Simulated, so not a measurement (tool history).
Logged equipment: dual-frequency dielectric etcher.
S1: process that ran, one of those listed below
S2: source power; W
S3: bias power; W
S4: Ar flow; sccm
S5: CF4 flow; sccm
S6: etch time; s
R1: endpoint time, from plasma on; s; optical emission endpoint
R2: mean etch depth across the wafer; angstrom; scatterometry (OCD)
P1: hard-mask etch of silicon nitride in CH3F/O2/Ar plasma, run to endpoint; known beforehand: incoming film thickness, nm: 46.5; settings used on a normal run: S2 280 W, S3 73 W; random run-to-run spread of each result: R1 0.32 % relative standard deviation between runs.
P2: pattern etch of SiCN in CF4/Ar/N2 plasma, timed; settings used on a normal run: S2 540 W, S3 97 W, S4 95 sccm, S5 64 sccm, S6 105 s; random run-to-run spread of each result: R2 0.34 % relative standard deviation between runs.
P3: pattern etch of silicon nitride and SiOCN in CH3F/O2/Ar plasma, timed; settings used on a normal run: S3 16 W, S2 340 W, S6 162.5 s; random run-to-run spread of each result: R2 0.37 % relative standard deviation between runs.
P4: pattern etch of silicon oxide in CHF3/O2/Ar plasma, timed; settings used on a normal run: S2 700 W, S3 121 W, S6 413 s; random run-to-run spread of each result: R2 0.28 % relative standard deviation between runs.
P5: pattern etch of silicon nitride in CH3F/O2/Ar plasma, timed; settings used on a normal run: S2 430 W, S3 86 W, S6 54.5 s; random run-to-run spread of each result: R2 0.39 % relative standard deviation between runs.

| run | hour | S1 | S2 | S3 | S4 | S5 | S6 | R1 | R2 |
|---|---|---|---|---|---|---|---|---|---|
| 1 | 4.8 | P1 | 280 | 73 |  |  |  | 77.23 |  |
| 2 | 7.5 | P2 | 700 | 97 | 95 | 64 | 105 |  | 1445.7 |
| 3 | 10.5 | P5 | 430 | 86 |  |  | 54.5 |  | 421.47 |
| 4 | 13.3 | P5 | 430 | 86 |  |  | 54.5 |  | 425.17 |
| 5 | 16.5 | P1 | 220 | 73 |  |  |  | 84.382 |  |
| 6 | 20.3 | P1 | 330 | 73 |  |  |  | 72.246 |  |
| 7 | 23.9 | P4 | 960 | 121 |  |  | 413 |  | 8620.2 |
| 8 | 28.7 | P1 | 220 | 58 |  |  |  | 91.282 |  |
| 9 | 31 | P2 | 540 | 97 | 95 | 64 | 141.5 |  | 1562.9 |
| 10 | 34.7 | P1 | 280 | 73 |  |  |  | 77.269 |  |
| 11 | 38.9 | P1 | 200 | 91 |  |  |  | 80.544 |  |
| 12 | 43 | P4 | 700 | 121 |  |  | 413 |  | 7601.8 |
| 13 | 45.9 | P3 | 340 | 16 |  |  | 162.5 |  | 174.91 |
| 14 | 49.7 | P1 | 280 | 101 |  |  |  | 68.156 |  |
| 15 | 53 | P3 | 340 | 21 |  |  | 162.5 |  | 196.61 |
| 16 | 57.9 | P5 | 430 | 121 |  |  | 54.5 |  | 480.99 |
| 17 | 63 | P3 | 340 | 16 |  |  | 235 |  | 253.87 |
| 18 | 65.8 | P5 | 540 | 86 |  |  | 54.5 |  | 459.99 |
| 19 | 69.6 | P1 | 280 | 73 |  |  |  | 76.598 |  |
| 20 | 74 | P1 | 210 | 91 |  |  |  | 79.335 |  |
| 21 | 76.4 | P4 | 700 | 80 |  |  | 413 |  | 6709.3 |
| 22 | 78.8 | P2 | 540 | 97 | 95 | 64 | 105 |  | 1155.5 |
| 23 | 83.7 | P3 | 460 | 16 |  |  | 162.5 |  | 194.87 |
| 24 | 88.4 | P4 | 700 | 121 |  |  | 227 |  | 4154 |
| 25 | 92.7 | P1 | 280 | 73 |  |  |  | 76.741 |  |
| 26 | 96.7 | P1 | 280 | 48 |  |  |  | 88.031 |  |
| 27 | 100.7 | P1 | 280 | 73 |  |  |  | 77.218 |  |
| 28 | 105.2 | P5 | 430 | 86 |  |  | 81.5 |  | 639.88 |
| 29 | 108.7 | P2 | 540 | 57 | 95 | 64 | 105 |  | 973.01 |
| 30 | 113.3 | P2 | 540 | 97 | 95 | 83 | 105 |  | 1200.8 |
| 31 | 118.1 | P2 | 540 | 97 | 115 | 64 | 105 |  | 1132.8 |
| 32 | 122.6 | P4 | 700 | 121 |  |  | 413 |  | 7559.5 |
| 33 | 126.6 | P1 | 280 | 73 |  |  |  | 76.796 |  |
| 34 | 130.1 | P1 | 280 | 73 |  |  |  | 76.613 |  |
| 35 | 133.2 | P1 | 280 | 73 |  |  |  | 76.342 |  |

Run 36 comes next. What will it give?
| 36 | 135.7 | P1 | 280 | 73 |  |  |  | ? |  |

{"run 36": {"R1": 76.276}}

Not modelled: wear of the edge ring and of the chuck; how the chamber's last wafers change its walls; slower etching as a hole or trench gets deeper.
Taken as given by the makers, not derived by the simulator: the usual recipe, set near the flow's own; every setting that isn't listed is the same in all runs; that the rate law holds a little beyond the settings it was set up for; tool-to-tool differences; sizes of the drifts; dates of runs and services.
